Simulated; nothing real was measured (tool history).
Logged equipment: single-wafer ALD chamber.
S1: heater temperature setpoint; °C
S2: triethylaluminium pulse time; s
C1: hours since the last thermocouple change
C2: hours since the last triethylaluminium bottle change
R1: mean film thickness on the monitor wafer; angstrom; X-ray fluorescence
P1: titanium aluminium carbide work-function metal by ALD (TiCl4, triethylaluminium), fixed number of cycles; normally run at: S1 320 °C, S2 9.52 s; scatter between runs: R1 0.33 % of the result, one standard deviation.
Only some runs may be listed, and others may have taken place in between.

run,hour,S1,S2,C1,C2,R1
1,9.6,320,9.52,1060.0,382.2,21.511
2,16.8,341,9.52,1067.2,389.4,23.408
3,24.7,320,14.54,1075.1,397.3,22.312
4,34.6,299,9.52,1085.0,407.2,19.714
5,40.3,320,9.52,1090.7,412.9,21.477
6,45.0,338,5.43,1095.4,417.6,20.285
# hour 47.2: triethylaluminium bottle replaced
7,54.5,320,9.52,1104.9,7.3,21.542
8,61.7,320,9.52,1112.1,14.5,21.583
9,67.0,299,12.58,1117.4,19.8,20.248
10,73.3,320,3.59,1123.7,26.1,15.897
11,82.9,297,14.86,1133.3,35.7,20.239
12,89.4,320,9.52,1139.8,42.2,21.529
13,95.3,320,9.52,1145.7,48.1,21.416
14,104.6,320,9.52,1155.0,57.4,21.546
15,114.1,320,9.52,1164.5,66.9,21.321
16,123.7,320,9.52,1174.1,76.5,21.198
17,129.7,320,9.52,1180.1,82.5,21.279
18,134.3,320,9.52,1184.7,87.1,21.178
19,142.5,320,9.52,1192.9,95.3,21.000
20,151.1,320,9.52,1201.5,103.9,21.198
21,158.5,320,9.52,1208.9,111.3,21.248
22,163.3,320,9.52,1213.7,116.1,21.056
23,172.5,320,9.52,1222.9,125.3,21.112

P1 has crept away from where it was. The log is fitted equally well by each of these 2 causes, at the sizes shown:
A: triethylaluminium dose below that of a fresh bottle (%) = 10.6
B: wafer temperature below the value expected at the setpoint (K) = 3.99
The onset of the drift is placed at about hour 104.6.

Listed below are the offered check runs, one wafer per run, with question marks in place of results. For which of them would the causes give clearly different outcomes?
check 1,181.7,300,3.82,,,?
check 2,181.7,339,9.52,,,?
check 3,181.7,304,9.52,,,?
check 4,181.7,338,9.52,,,?

Check results expected under each cause:
check,result,if A,if B
check 1,R1,14.212,14.777
check 2,R1,22.791,22.815
check 3,R1,19.786,19.769
check 4,R1,22.704,22.727
Distance between the nearest two causes, measured in the result of the check that separates them most: check 1 3.89 %; check 2 0.11 %; check 3 0.09 %; check 4 0.1 %
Check 1 tells the causes apart: in the others they would give nearly the same result.

Running check 1 produced the following: R1 14.309 angstrom. Which one of the listed causes fits?

The correct cause is A, namely: triethylaluminium dose below that of a fresh bottle (%).
